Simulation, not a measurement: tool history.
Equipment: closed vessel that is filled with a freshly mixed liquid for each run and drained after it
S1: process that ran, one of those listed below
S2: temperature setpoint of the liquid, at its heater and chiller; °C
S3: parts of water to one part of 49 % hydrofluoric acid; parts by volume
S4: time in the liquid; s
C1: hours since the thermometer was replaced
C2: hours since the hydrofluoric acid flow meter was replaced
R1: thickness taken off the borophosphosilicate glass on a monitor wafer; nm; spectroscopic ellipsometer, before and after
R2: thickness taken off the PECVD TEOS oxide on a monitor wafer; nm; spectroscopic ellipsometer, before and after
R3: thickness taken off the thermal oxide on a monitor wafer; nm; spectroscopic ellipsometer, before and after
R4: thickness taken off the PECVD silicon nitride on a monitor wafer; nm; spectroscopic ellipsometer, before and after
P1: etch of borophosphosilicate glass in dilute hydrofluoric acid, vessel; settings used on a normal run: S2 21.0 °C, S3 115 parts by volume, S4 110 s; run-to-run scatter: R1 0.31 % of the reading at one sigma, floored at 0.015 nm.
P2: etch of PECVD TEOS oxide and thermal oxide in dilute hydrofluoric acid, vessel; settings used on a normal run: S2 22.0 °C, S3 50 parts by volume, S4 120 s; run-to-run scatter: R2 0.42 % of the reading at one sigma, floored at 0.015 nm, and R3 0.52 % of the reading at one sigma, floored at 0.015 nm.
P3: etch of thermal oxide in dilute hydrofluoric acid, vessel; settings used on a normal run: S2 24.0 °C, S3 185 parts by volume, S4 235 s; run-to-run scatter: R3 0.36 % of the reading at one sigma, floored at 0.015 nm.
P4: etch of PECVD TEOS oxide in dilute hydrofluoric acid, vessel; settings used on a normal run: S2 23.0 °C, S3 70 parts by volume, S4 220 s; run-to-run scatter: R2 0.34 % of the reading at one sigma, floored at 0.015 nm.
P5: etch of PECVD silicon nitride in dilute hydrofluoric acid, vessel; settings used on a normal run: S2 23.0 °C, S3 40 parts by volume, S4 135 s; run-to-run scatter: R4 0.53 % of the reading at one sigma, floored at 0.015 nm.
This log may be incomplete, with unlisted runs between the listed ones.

Run 1, hour 2.7: S1 P1, S2 21.0 °C, S3 115 parts by volume, S4 110 s; C1 178.1; C2 97.9. Result: R1 53.289 nm.
Run 2, hour 4.9: S1 P2, S2 22.0 °C, S3 50 parts by volume, S4 120 s; C1 180.3; C2 100.1. Result: R2 38.4780 nm, R3 10.86400 nm.
Run 3, hour 7.6: S1 P5, S2 17.0 °C, S3 40 parts by volume, S4 135 s; C1 183.0; C2 102.8. Result: R4 3.7228 nm.
Run 4, hour 9.8: S1 P4, S2 23.0 °C, S3 70 parts by volume, S4 220 s; C1 185.2; C2 105.0. Result: R2 26.2230 nm.
Run 5, hour 12.5: S1 P1, S2 17.0 °C, S3 115 parts by volume, S4 110 s; C1 187.9; C2 107.7. Result: R1 45.219 nm.
Run 6, hour 15.6: S1 P5, S2 23.0 °C, S3 40 parts by volume, S4 135 s; C1 191.0; C2 110.8. Result: R4 5.5804 nm.
At hour 17.3: hydrofluoric acid flow meter replaced.
Run 7, hour 18.8: S1 P1, S2 21.0 °C, S3 215 parts by volume, S4 110 s; C1 194.2; C2 1.5. Result: R1 25.734 nm.
Run 8, hour 22.3: S1 P4, S2 23.0 °C, S3 70 parts by volume, S4 45 s; C1 197.7; C2 5.0. Result: R2 5.3675 nm.
Run 9, hour 24.8: S1 P4, S2 19.0 °C, S3 70 parts by volume, S4 220 s; C1 200.2; C2 7.5. Result: R2 22.2540 nm.
Run 10, hour 27.5: S1 P1, S2 21.0 °C, S3 115 parts by volume, S4 110 s; C1 202.9; C2 10.2. Result: R1 53.384 nm.
Run 11, hour 32.0: S1 P2, S2 22.0 °C, S3 50 parts by volume, S4 120 s; C1 207.4; C2 14.7. Result: R2 38.7020 nm, R3 10.95300 nm.
Run 12, hour 35.8: S1 P1, S2 21.0 °C, S3 115 parts by volume, S4 110 s; C1 211.2; C2 18.5. Result: R1 53.276 nm.
Run 13, hour 39.8: S1 P1, S2 21.0 °C, S3 115 parts by volume, S4 45 s; C1 215.2; C2 22.5. Result: R1 21.850 nm.
Run 14, hour 44.1: S1 P2, S2 27.0 °C, S3 50 parts by volume, S4 120 s; C1 219.5; C2 26.8. Result: R2 46.9040 nm, R3 13.26100 nm.
Run 15, hour 48.2: S1 P1, S2 21.0 °C, S3 115 parts by volume, S4 110 s; C1 223.6; C2 30.9. Result: R1 53.654 nm.
Run 16, hour 52.9: S1 P3, S2 24.0 °C, S3 185 parts by volume, S4 235 s; C1 228.3; C2 35.6. Result: R3 5.56840 nm.
Run 17, hour 57.4: S1 P5, S2 23.0 °C, S3 40 parts by volume, S4 215 s; C1 232.8; C2 40.1. Result: R4 9.0942 nm.
Run 18, hour 60.0: S1 P1, S2 17.5 °C, S3 115 parts by volume, S4 175 s; C1 235.4; C2 42.7. Result: R1 73.601 nm.
Run 19, hour 62.0: S1 P2, S2 22.0 °C, S3 85 parts by volume, S4 120 s; C1 237.4; C2 44.7. Result: R2 21.6270 nm, R3 6.17990 nm.
Run 20, hour 66.2: S1 P5, S2 23.0 °C, S3 20 parts by volume, S4 135 s; C1 241.6; C2 48.9. Result: R4 11.0770 nm.
Run 21, hour 70.0: S1 P3, S2 17.0 °C, S3 185 parts by volume, S4 235 s; C1 245.4; C2 52.7. Result: R3 4.27050 nm.
Run 22, hour 74.3: S1 P3, S2 24.0 °C, S3 275 parts by volume, S4 235 s; C1 249.7; C2 57.0. Result: R3 3.40160 nm.
Run 23, hour 77.0: S1 P1, S2 28.5 °C, S3 115 parts by volume, S4 110 s; C1 252.4; C2 59.7. Result: R1 71.485 nm.
Run 24, hour 80.8: S1 P1, S2 21.0 °C, S3 115 parts by volume, S4 205 s; C1 256.2; C2 63.5. Result: R1 99.183 nm.
Run 25, hour 84.7: S1 P2, S2 22.0 °C, S3 50 parts by volume, S4 30 s; C1 260.1; C2 67.4. Result: R2 9.6297 nm, R3 2.74200 nm.
Run 26, hour 88.7: S1 P4, S2 23.0 °C, S3 40 parts by volume, S4 220 s; C1 264.1; C2 71.4. Result: R2 48.1990 nm.
Run 27, hour 91.5: S1 P3, S2 24.0 °C, S3 185 parts by volume, S4 30 s; C1 266.9; C2 74.2. Result: R3 0.72189 nm.
Run 28, hour 95.8: S1 P1, S2 21.0 °C, S3 60 parts by volume, S4 110 s; C1 271.2; C2 78.5. Result: R1 108.920 nm.
Run 29, hour 98.9: S1 P1, S2 21.0 °C, S3 115 parts by volume, S4 110 s; C1 274.3; C2 81.6. Result: R1 53.611 nm.
Run 30, hour 101.6: S1 P1, S2 28.0 °C, S3 115 parts by volume, S4 55 s; C1 277.0; C2 84.3. Result: R1 35.173 nm.
Run 31, hour 104.5: S1 P1, S2 27.5 °C, S3 115 parts by volume, S4 205 s; C1 279.9; C2 87.2. Result: R1 127.960 nm.
Run 32, hour 109.2: S1 P1, S2 21.0 °C, S3 115 parts by volume, S4 110 s; C1 284.6; C2 91.9. Result: R1 53.331 nm.

Expected results for the next run?
Run 33, hour 112.6: S1 P1, S2 21.0 °C, S3 115 parts by volume, S4 110 s; C1 288.0; C2 95.3. Result: R1 ?.

R1: 52.501 nm

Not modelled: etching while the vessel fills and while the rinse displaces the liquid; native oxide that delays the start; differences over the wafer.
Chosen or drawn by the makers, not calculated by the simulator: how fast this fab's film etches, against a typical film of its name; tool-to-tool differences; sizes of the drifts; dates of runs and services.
